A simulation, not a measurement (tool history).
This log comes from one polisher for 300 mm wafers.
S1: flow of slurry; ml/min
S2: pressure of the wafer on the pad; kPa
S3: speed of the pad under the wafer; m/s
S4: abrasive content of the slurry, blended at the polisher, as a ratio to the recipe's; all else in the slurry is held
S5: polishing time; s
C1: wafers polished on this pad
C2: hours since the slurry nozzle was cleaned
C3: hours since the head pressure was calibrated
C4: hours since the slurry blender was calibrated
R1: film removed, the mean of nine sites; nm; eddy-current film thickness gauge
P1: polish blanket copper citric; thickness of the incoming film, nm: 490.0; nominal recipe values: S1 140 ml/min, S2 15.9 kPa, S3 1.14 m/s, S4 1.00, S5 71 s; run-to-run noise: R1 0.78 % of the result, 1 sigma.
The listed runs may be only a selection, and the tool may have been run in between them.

| run | hour | S1 | S2 | S3 | S4 | S5 | C1 | C2 | C3 | C4 | R1 |
|---|---|---|---|---|---|---|---|---|---|---|---|
| 1 | 4.0 | 140 | 15.9 | 1.14 | 1.00 | 71 | 702 | 244.9 | 583.5 | 17.7 | 157.770 |
| 2 | 9.5 | 85 | 15.9 | 1.74 | 1.00 | 71 | 781 | 250.4 | 589.0 | 23.2 | 212.640 |
| 3 | 15.4 | 140 | 15.9 | 1.14 | 1.50 | 71 | 867 | 256.3 | 594.9 | 29.1 | 171.710 |
| 4 | 18.7 | 140 | 15.9 | 1.14 | 1.00 | 71 | 915 | 259.6 | 598.2 | 32.4 | 158.270 |
| 5 | 24.6 | 140 | 15.9 | 1.14 | 1.00 | 71 | 1000 | 265.5 | 604.1 | 38.3 | 158.340 |
| 6 | 29.6 | 195 | 15.9 | 1.14 | 1.00 | 71 | 1073 | 270.5 | 609.1 | 43.3 | 165.670 |
| 7 | 33.5 | 140 | 15.9 | 1.14 | 1.00 | 71 | 1129 | 274.4 | 613.0 | 47.2 | 158.910 |
| 8 | 37.9 | 140 | 15.9 | 1.14 | 0.55 | 71 | 1193 | 278.8 | 617.4 | 51.6 | 141.490 |
| 9 | 43.6 | 140 | 15.9 | 1.14 | 1.00 | 71 | 1276 | 284.5 | 623.1 | 57.3 | 156.690 |
| 10 | 48.4 | 140 | 15.9 | 1.14 | 1.00 | 41 | 1345 | 289.3 | 627.9 | 62.1 | 90.796 |
| 11 | 52.0 | 140 | 15.9 | 1.14 | 1.00 | 92 | 1397 | 292.9 | 631.5 | 65.7 | 203.040 |
| 12 | 57.8 | 140 | 15.9 | 1.78 | 1.00 | 71 | 1481 | 298.7 | 637.3 | 71.5 | 241.920 |
| 13 | 61.0 | 140 | 6.9 | 1.14 | 1.00 | 71 | 1528 | 301.9 | 640.5 | 74.7 | 71.753 |
| 14 | 66.6 | 140 | 24.8 | 1.14 | 1.00 | 71 | 1609 | 307.5 | 646.1 | 80.3 | 244.670 |
|  | 70.2 | slurry nozzle cleaned |
| 15 | 71.9 | 140 | 15.9 | 1.14 | 1.00 | 71 | 1686 | 1.7 | 651.4 | 85.6 | 156.890 |
| 16 | 76.4 | 140 | 15.9 | 1.14 | 1.00 | 71 | 1751 | 6.2 | 655.9 | 90.1 | 156.050 |
| 17 | 81.5 | 85 | 15.9 | 1.14 | 1.00 | 71 | 1825 | 11.3 | 661.0 | 95.2 | 140.490 |
| 18 | 86.6 | 140 | 15.9 | 0.74 | 1.00 | 71 | 1899 | 16.4 | 666.1 | 100.3 | 102.670 |
| 19 | 90.3 | 140 | 15.9 | 1.14 | 1.00 | 71 | 1952 | 20.1 | 669.8 | 104.0 | 157.320 |
| 20 | 93.2 | 140 | 15.9 | 1.14 | 1.00 | 71 | 1994 | 23.0 | 672.7 | 106.9 | 155.150 |
| 21 | 97.0 | 140 | 15.9 | 1.14 | 1.00 | 71 | 2049 | 26.8 | 676.5 | 110.7 | 149.730 |
| 22 | 100.1 | 140 | 15.9 | 1.14 | 1.00 | 71 | 2094 | 29.9 | 679.6 | 113.8 | 149.630 |
| 23 | 105.3 | 140 | 15.9 | 1.14 | 1.00 | 71 | 2170 | 35.1 | 684.8 | 119.0 | 149.380 |
| 24 | 108.4 | 140 | 15.9 | 1.14 | 1.00 | 71 | 2215 | 38.2 | 687.9 | 122.1 | 143.950 |
|  | 112.2 | head pressure recalibrated |
| 25 | 113.5 | 140 | 15.9 | 1.14 | 1.00 | 71 | 2289 | 43.3 | 1.4 | 127.2 | 147.000 |
|  | 116.5 | slurry blender recalibrated |
| 26 | 119.1 | 140 | 15.9 | 1.14 | 1.00 | 71 | 2370 | 48.9 | 7.0 | 2.6 | 142.800 |
| 27 | 124.7 | 140 | 15.9 | 1.14 | 1.00 | 71 | 2451 | 54.5 | 12.6 | 8.2 | 143.250 |
| 28 | 127.9 | 140 | 15.9 | 1.14 | 1.00 | 71 | 2497 | 57.7 | 15.8 | 11.4 | 142.280 |
| 29 | 131.6 | 140 | 15.9 | 1.14 | 1.00 | 71 | 2551 | 61.4 | 19.5 | 15.1 | 143.090 |
| 30 | 135.1 | 140 | 15.9 | 1.14 | 1.00 | 71 | 2602 | 64.9 | 23.0 | 18.6 | 143.180 |

What P1 gives has crept off from where it sat before. The 2 causes that follow fit the log equally well, each at the size noted:
A: slurry flow missing at the pad, % = 34.5
B: removal rate lost through wear of the pad, % = 9.03
The gradual shift began around hour 90.3.
Other possible causes, and why each is ruled out:
head's pressure below its setpoint, %: serviced at hour 112.2, after the drift had started, without restoring the earlier output
abrasive missing from the slurry, %: serviced at hour 116.5, after the drift had started, without restoring the earlier output

Which of the check runs below tells the causes apart, meaning the causes would give it clearly different results? Each run uses 2 wafers whose results are averaged, and each result is shown as a question mark.
| check 1 | 138.6 | 85 | 15.9 | 1.14 | 1.00 | 71 |  |  |  |  | ? |
| check 2 | 138.6 | 140 | 21.4 | 1.14 | 1.00 | 71 |  |  |  |  | ? |
| check 3 | 138.6 | 140 | 15.9 | 1.14 | 0.70 | 71 |  |  |  |  | ? |
| check 4 | 138.6 | 140 | 15.9 | 1.54 | 1.00 | 71 |  |  |  |  | ? |

What each check would give under each cause:
| check | result | if A | if B |
|---|---|---|---|
| check 1 | R1 | 120.830 | 127.180 |
| check 2 | R1 | 191.090 | 191.120 |
| check 3 | R1 | 132.500 | 132.520 |
| check 4 | R1 | 191.510 | 191.540 |
Distance between the nearest two causes, measured in the result of the check that separates them most: check 1 5.13 %; check 2 0.02 %; check 3 0.02 %; check 4 0.02 %
Only check 1 tells the causes apart: in the others they would give nearly the same result.

Check 1 has now been run. It gave: R1 120.390 nm. Which of the candidate causes is it?

Of the candidate causes, it is A: slurry flow missing at the pad, %.
